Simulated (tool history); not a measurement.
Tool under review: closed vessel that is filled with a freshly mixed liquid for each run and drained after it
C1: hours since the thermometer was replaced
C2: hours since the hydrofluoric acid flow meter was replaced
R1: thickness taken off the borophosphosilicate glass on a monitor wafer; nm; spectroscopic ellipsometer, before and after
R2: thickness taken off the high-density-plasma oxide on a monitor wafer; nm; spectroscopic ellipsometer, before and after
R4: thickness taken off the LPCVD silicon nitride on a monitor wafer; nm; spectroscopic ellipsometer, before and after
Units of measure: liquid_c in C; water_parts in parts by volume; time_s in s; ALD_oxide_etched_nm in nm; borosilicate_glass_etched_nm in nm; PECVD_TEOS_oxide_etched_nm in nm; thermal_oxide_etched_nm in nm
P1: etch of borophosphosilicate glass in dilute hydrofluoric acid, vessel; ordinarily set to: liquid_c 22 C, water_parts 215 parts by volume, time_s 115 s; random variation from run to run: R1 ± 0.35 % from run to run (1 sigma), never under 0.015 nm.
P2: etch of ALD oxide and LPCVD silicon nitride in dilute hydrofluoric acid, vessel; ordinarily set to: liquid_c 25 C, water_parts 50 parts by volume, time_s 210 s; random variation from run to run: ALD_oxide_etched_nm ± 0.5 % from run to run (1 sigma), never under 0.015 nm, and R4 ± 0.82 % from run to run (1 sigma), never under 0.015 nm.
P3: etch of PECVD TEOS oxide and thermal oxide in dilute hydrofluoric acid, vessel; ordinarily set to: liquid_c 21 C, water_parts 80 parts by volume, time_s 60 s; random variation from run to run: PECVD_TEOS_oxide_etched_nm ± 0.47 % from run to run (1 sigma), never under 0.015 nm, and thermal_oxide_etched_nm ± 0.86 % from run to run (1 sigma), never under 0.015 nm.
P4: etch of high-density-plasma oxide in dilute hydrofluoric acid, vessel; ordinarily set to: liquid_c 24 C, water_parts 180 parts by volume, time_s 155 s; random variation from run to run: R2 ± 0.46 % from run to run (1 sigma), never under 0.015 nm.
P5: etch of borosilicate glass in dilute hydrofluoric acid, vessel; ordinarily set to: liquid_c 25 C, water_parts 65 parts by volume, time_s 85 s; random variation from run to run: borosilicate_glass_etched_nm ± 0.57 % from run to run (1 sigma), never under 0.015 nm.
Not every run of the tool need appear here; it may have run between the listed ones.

{"run": 1, "hour": 6.8, "process": "P1", "liquid_c": 22, "water_parts": 215, "time_s": 115, "C1": 1597.3, "C2": 493.1, "R1": 17.62}
{"run": 2, "hour": 12.9, "process": "P1", "liquid_c": 22, "water_parts": 140, "time_s": 30, "C1": 1603.4, "C2": 499.2, "R1": 7.6161}
{"run": 3, "hour": 19.0, "process": "P4", "liquid_c": 24, "water_parts": 180, "time_s": 35, "C1": 1609.5, "C2": 505.3, "R2": 1.0865}
{"run": 4, "hour": 24.1, "process": "P2", "liquid_c": 25, "water_parts": 50, "time_s": 210, "C1": 1614.6, "C2": 510.4, "ALD_oxide_etched_nm": 46.173, "R4": 2.4541}
{"run": 5, "hour": 31.0, "process": "P5", "liquid_c": 25, "water_parts": 65, "time_s": 165, "C1": 1621.5, "C2": 517.3, "borosilicate_glass_etched_nm": 64.771}
{"run": 6, "hour": 37.8, "process": "P4", "liquid_c": 24, "water_parts": 180, "time_s": 155, "C1": 1628.3, "C2": 524.1, "R2": 4.8038}
{"run": 7, "hour": 43.3, "process": "P5", "liquid_c": 25, "water_parts": 65, "time_s": 85, "C1": 1633.8, "C2": 529.6, "borosilicate_glass_etched_nm": 33.365}
{"run": 8, "hour": 48.9, "process": "P4", "liquid_c": 24, "water_parts": 180, "time_s": 155, "C1": 1639.4, "C2": 535.2, "R2": 4.7797}
{"run": 9, "hour": 53.6, "process": "P1", "liquid_c": 22, "water_parts": 215, "time_s": 115, "C1": 1644.1, "C2": 539.9, "R1": 17.626}
{"run": 10, "hour": 58.1, "process": "P2", "liquid_c": 32, "water_parts": 50, "time_s": 210, "C1": 1648.6, "C2": 544.4, "ALD_oxide_etched_nm": 60.703, "R4": 3.9585}
{"run": 11, "hour": 62.1, "process": "P3", "liquid_c": 28, "water_parts": 80, "time_s": 60, "C1": 1652.6, "C2": 548.4, "PECVD_TEOS_oxide_etched_nm": 8.3047, "thermal_oxide_etched_nm": 4.0637}
{"run": 12, "hour": 66.9, "process": "P1", "liquid_c": 22, "water_parts": 380, "time_s": 115, "C1": 1657.4, "C2": 553.2, "R1": 8.5429}
{"run": 13, "hour": 70.0, "process": "P4", "liquid_c": 24, "water_parts": 310, "time_s": 155, "C1": 1660.5, "C2": 556.3, "R2": 2.442}
{"run": 14, "hour": 74.9, "process": "P1", "liquid_c": 27.5, "water_parts": 215, "time_s": 115, "C1": 1665.4, "C2": 561.2, "R1": 21.49}
{"run": 15, "hour": 80.9, "process": "P4", "liquid_c": 30, "water_parts": 180, "time_s": 155, "C1": 1671.4, "C2": 567.2, "R2": 5.9923}
{"run": 16, "hour": 87.2, "process": "P1", "liquid_c": 22, "water_parts": 115, "time_s": 115, "C1": 1677.7, "C2": 573.5, "R1": 36.492}
{"run": 17, "hour": 93.5, "process": "P5", "liquid_c": 32.5, "water_parts": 65, "time_s": 85, "C1": 1684, "C2": 579.8, "borosilicate_glass_etched_nm": 44.177}
{"run": 18, "hour": 100.2, "process": "P1", "liquid_c": 22, "water_parts": 215, "time_s": 115, "C1": 1690.7, "C2": 586.5, "R1": 17.572}
{"run": 19, "hour": 104.6, "process": "P5", "liquid_c": 25, "water_parts": 65, "time_s": 85, "C1": 1695.1, "C2": 590.9, "borosilicate_glass_etched_nm": 33.437}
{"run": 20, "hour": 109.6, "process": "P1", "liquid_c": 22, "water_parts": 215, "time_s": 50, "C1": 1700.1, "C2": 595.9, "R1": 7.6671}
{"run": 21, "hour": 116.1, "process": "P1", "liquid_c": 22, "water_parts": 215, "time_s": 115, "C1": 1706.6, "C2": 602.4, "R1": 17.554}
{"run": 22, "hour": 120.9, "process": "P1", "liquid_c": 17, "water_parts": 215, "time_s": 115, "C1": 1711.4, "C2": 607.2, "R1": 14.5}
{"run": 23, "hour": 126.3, "process": "P2", "liquid_c": 25, "water_parts": 50, "time_s": 300, "C1": 1716.8, "C2": 612.6, "ALD_oxide_etched_nm": 65.584, "R4": 3.4287}
{"run": 24, "hour": 131.7, "process": "P5", "liquid_c": 25, "water_parts": 30, "time_s": 85, "C1": 1722.2, "C2": 618, "borosilicate_glass_etched_nm": 75.949}
{"run": 25, "hour": 135.6, "process": "P3", "liquid_c": 21, "water_parts": 120, "time_s": 60, "C1": 1726.1, "C2": 621.9, "PECVD_TEOS_oxide_etched_nm": 3.9869, "thermal_oxide_etched_nm": 1.9453}
{"run": 26, "hour": 138.6, "process": "P1", "liquid_c": 22, "water_parts": 215, "time_s": 115, "C1": 1729.1, "C2": 624.9, "R1": 17.674}
{"run": 27, "hour": 144.4, "process": "P1", "liquid_c": 22, "water_parts": 215, "time_s": 115, "C1": 1734.9, "C2": 630.7, "R1": 17.571}
{"run": 28, "hour": 149.6, "process": "P1", "liquid_c": 22, "water_parts": 215, "time_s": 115, "C1": 1740.1, "C2": 635.9, "R1": 17.622}
{"run": 29, "hour": 155.2, "process": "P1", "liquid_c": 22, "water_parts": 215, "time_s": 205, "C1": 1745.7, "C2": 641.5, "R1": 31.332}
{"run": 30, "hour": 160.9, "process": "P2", "liquid_c": 25, "water_parts": 25, "time_s": 210, "C1": 1751.4, "C2": 647.2, "ALD_oxide_etched_nm": 96.048, "R4": 4.7799}
{"run": 31, "hour": 164.4, "process": "P3", "liquid_c": 21, "water_parts": 80, "time_s": 60, "C1": 1754.9, "C2": 650.7, "PECVD_TEOS_oxide_etched_nm": 6.301, "thermal_oxide_etched_nm": 3.0766}
{"run": 32, "hour": 170.8, "process": "P3", "liquid_c": 21, "water_parts": 80, "time_s": 90, "C1": 1761.3, "C2": 657.1, "PECVD_TEOS_oxide_etched_nm": 9.3976, "thermal_oxide_etched_nm": 4.6017}
{"run": 33, "hour": 176.0, "process": "P1", "liquid_c": 22, "water_parts": 215, "time_s": 115, "C1": 1766.5, "C2": 662.3, "R1": 17.59}
{"run": 34, "hour": 179.9, "process": "P1", "liquid_c": 22, "water_parts": 215, "time_s": 115, "C1": 1770.4, "C2": 666.2, "R1": 17.438}
{"run": 35, "hour": 186.4, "process": "P1", "liquid_c": 22, "water_parts": 215, "time_s": 115, "C1": 1776.9, "C2": 672.7, "R1": 17.082}
{"run": 36, "hour": 191.8, "process": "P1", "liquid_c": 22, "water_parts": 215, "time_s": 115, "C1": 1782.3, "C2": 678.1, "R1": 16.942}
{"run": 37, "hour": 196.6, "process": "P1", "liquid_c": 22, "water_parts": 215, "time_s": 115, "C1": 1787.1, "C2": 682.9, "R1": 16.928}
{"run": 38, "hour": 203.1, "process": "P1", "liquid_c": 22, "water_parts": 215, "time_s": 115, "C1": 1793.6, "C2": 689.4, "R1": 16.698}
{"run": 39, "hour": 206.6, "process": "P1", "liquid_c": 22, "water_parts": 215, "time_s": 115, "C1": 1797.1, "C2": 692.9, "R1": 16.739}
{"run": 40, "hour": 211.8, "process": "P1", "liquid_c": 22, "water_parts": 215, "time_s": 115, "C1": 1802.3, "C2": 698.1, "R1": 16.751}
{"run": 41, "hour": 218.5, "process": "P1", "liquid_c": 22, "water_parts": 215, "time_s": 115, "C1": 1809, "C2": 704.8, "R1": 16.717}
{"run": 42, "hour": 222.9, "process": "P1", "liquid_c": 22, "water_parts": 215, "time_s": 115, "C1": 1813.4, "C2": 709.2, "R1": 16.775}
{"run": 43, "hour": 227.9, "process": "P1", "liquid_c": 22, "water_parts": 215, "time_s": 115, "C1": 1818.4, "C2": 714.2, "R1": 16.634}

The log shows P1 creeping away from where it was. Any of the 2 causes listed here, at the size stated for it, fits the log just as well as the others:
A: liquid colder than its thermometer reads (K) = 1.43
B: hydrofluoric acid flow below the setpoint (%) = 4.31
Creep in the process output first set in at about hour 176.

Which of the check runs below tells the causes apart, meaning the causes would give it clearly different results? Each run uses 2 wafers whose results are averaged, and each result is shown as a question mark.
{"run": "check 1", "hour": 232.9, "process": "P2", "liquid_c": 25, "water_parts": 35, "time_s": 295, "ALD_oxide_etched_nm": "?", "R4": "?"}
{"run": "check 2", "hour": 232.9, "process": "P3", "liquid_c": 27.5, "water_parts": 80, "time_s": 60, "PECVD_TEOS_oxide_etched_nm": "?", "thermal_oxide_etched_nm": "?"}
{"run": "check 3", "hour": 232.9, "process": "P4", "liquid_c": 29.5, "water_parts": 180, "time_s": 60, "R2": "?"}
{"run": "check 4", "hour": 232.9, "process": "P5", "liquid_c": 29, "water_parts": 65, "time_s": 85, "borosilicate_glass_etched_nm": "?"}

Predicted outcomes, by check and by cause:
check=check_1 result=ALD_oxide_etched_nm if_A=89.028 if_B=90.204
check=check_1 result=R4 if_A=4.4451 if_B=4.6918
check=check_2 result=PECVD_TEOS_oxide_etched_nm if_A=7.6723 if_B=7.7275
check=check_2 result=thermal_oxide_etched_nm if_A=3.7498 if_B=3.7768
check=check_3 result=R2 if_A=2.1563 if_B=2.1493
check=check_4 result=borosilicate_glass_etched_nm if_A=36.962 if_B=37.25
Smallest distance between any two causes, each pair judged by its most separating result, in per cent: check 1 5.4 %; check 2 0.72 %; check 3 0.33 %; check 4 0.78 %
Of the check runs offered, only check 1 discriminates between the causes; the rest would read about the same regardless of which cause applies.

Running check 1 produced the following: ALD_oxide_etched_nm 88.77 nm; R4 4.4511 nm. Which one of the listed causes fits?

The correct cause is A, namely: liquid colder than its thermometer reads (K).

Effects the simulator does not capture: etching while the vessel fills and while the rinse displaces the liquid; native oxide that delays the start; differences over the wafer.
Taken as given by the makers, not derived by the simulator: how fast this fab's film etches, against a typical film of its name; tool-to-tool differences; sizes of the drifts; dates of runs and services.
